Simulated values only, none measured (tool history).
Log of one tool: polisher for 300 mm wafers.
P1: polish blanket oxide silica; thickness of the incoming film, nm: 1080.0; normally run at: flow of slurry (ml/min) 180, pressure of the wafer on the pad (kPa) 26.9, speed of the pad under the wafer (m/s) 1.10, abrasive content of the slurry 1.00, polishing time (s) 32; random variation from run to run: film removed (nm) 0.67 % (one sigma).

| run | hour | flow of slurry (ml/min) | pressure of the wafer on the pad (kPa) | speed of the pad under the wafer (m/s) | abrasive content of the slurry | polishing time (s) | film removed (nm) |
|---|---|---|---|---|---|---|---|
| 1 | 8.9 | 180 | 26.9 | 1.10 | 1.00 | 32 | 104.090 |
| 2 | 21.5 | 180 | 40.7 | 1.10 | 1.00 | 32 | 158.950 |
| 3 | 36.9 | 265 | 26.9 | 1.10 | 1.00 | 32 | 109.680 |
| 4 | 48.6 | 180 | 26.9 | 1.40 | 1.30 | 32 | 143.630 |
| 5 | 65.0 | 115 | 26.9 | 1.10 | 1.00 | 32 | 97.408 |
| 6 | 74.8 | 180 | 26.9 | 1.10 | 1.20 | 32 | 114.600 |
| 7 | 89.9 | 180 | 26.9 | 1.10 | 0.50 | 32 | 71.995 |
| 8 | 107.8 | 180 | 26.9 | 0.66 | 1.00 | 32 | 69.988 |
|  | 114.5 | slurry nozzle cleaned |
| 9 | 123.5 | 180 | 26.9 | 1.10 | 1.00 | 32 | 103.340 |
| 10 | 139.8 | 180 | 26.9 | 1.10 | 1.00 | 49 | 161.100 |
| 11 | 158.6 | 180 | 26.9 | 1.10 | 1.00 | 15 | 49.302 |
|  | 166.2 | slurry blender recalibrated |
| 12 | 171.2 | 180 | 26.9 | 1.10 | 1.00 | 32 | 104.790 |
| 13 | 186.6 | 180 | 26.9 | 1.72 | 1.00 | 32 | 150.260 |
| 14 | 202.3 | 180 | 15.9 | 1.10 | 1.00 | 32 | 62.259 |
| 15 | 219.1 | 180 | 26.9 | 1.10 | 1.00 | 32 | 105.300 |
| 16 | 230.3 | 180 | 17.9 | 0.72 | 1.00 | 32 | 49.587 |
| 17 | 245.9 | 115 | 26.9 | 1.10 | 1.45 | 32 | 114.590 |
| 18 | 256.3 | 180 | 26.9 | 1.10 | 1.00 | 32 | 105.320 |
| 19 | 270.4 | 180 | 26.9 | 1.10 | 1.00 | 32 | 100.390 |
| 20 | 284.3 | 180 | 26.9 | 1.10 | 1.00 | 32 | 98.447 |
| 21 | 296.1 | 180 | 26.9 | 1.10 | 1.00 | 32 | 96.577 |
| 22 | 313.8 | 180 | 26.9 | 1.10 | 1.00 | 32 | 95.337 |
|  | 314.6 | conditioning disc replaced and pad reconditioned |
|  | 316.7 | slurry nozzle cleaned |
|  | 320.9 | head pressure recalibrated |
| 23 | 328.1 | 180 | 26.9 | 1.10 | 1.00 | 32 | 92.582 |
| 24 | 337.4 | 180 | 26.9 | 1.10 | 1.00 | 32 | 93.561 |
| 25 | 356.7 | 180 | 26.9 | 1.10 | 1.00 | 32 | 91.941 |
| 26 | 370.6 | 180 | 26.9 | 1.10 | 1.00 | 32 | 91.139 |
| 27 | 388.7 | 180 | 26.9 | 1.10 | 1.00 | 32 | 92.050 |

What P1 gives has crept away from where it was. These 2 causes fit the log equally well, each at the size given:
A: removal rate lost through wear of the pad, % = 12.7
B: abrasive missing from the slurry, % = 24.3
The creep began at about hour 256.3.
Why every other cause is out:
slurry flow missing at the pad, %: serviced at hour 316.7, which brought nothing back
head's pressure below its setpoint, %: serviced at hour 320.9, which brought nothing back
time polished since the conditioner stopped cutting, s: serviced at hour 314.6, which brought nothing back

4 check runs are offered, each on 2 wafers whose results are averaged, their results left as question marks. Which one tells the causes apart?
| check 1 | 406.8 | 230 | 40.0 | 1.10 | 1.00 | 32 | ? |
| check 2 | 406.8 | 225 | 26.9 | 1.10 | 0.60 | 32 | ? |
| check 3 | 406.8 | 180 | 26.9 | 1.40 | 1.00 | 19 | ? |
| check 4 | 406.8 | 180 | 21.4 | 1.10 | 1.00 | 32 | ? |

What each check would give under each cause:
| check | result | if A | if B |
|---|---|---|---|
| check 1 | film removed (nm) | 140.820 | 140.770 |
| check 2 | film removed (nm) | 72.483 | 69.969 |
| check 3 | film removed (nm) | 66.047 | 66.022 |
| check 4 | film removed (nm) | 72.905 | 72.877 |
How far apart the two closest causes lie, in the result that separates them most: check 1 0.04 %; check 2 3.53 %; check 3 0.04 %; check 4 0.04 %
Check 2 tells the causes apart: in the others they would give nearly the same result.

Check 2 was then run and gave: film removed (nm) 69.921. Which cause is it?

It is B: abrasive missing from the slurry, %.
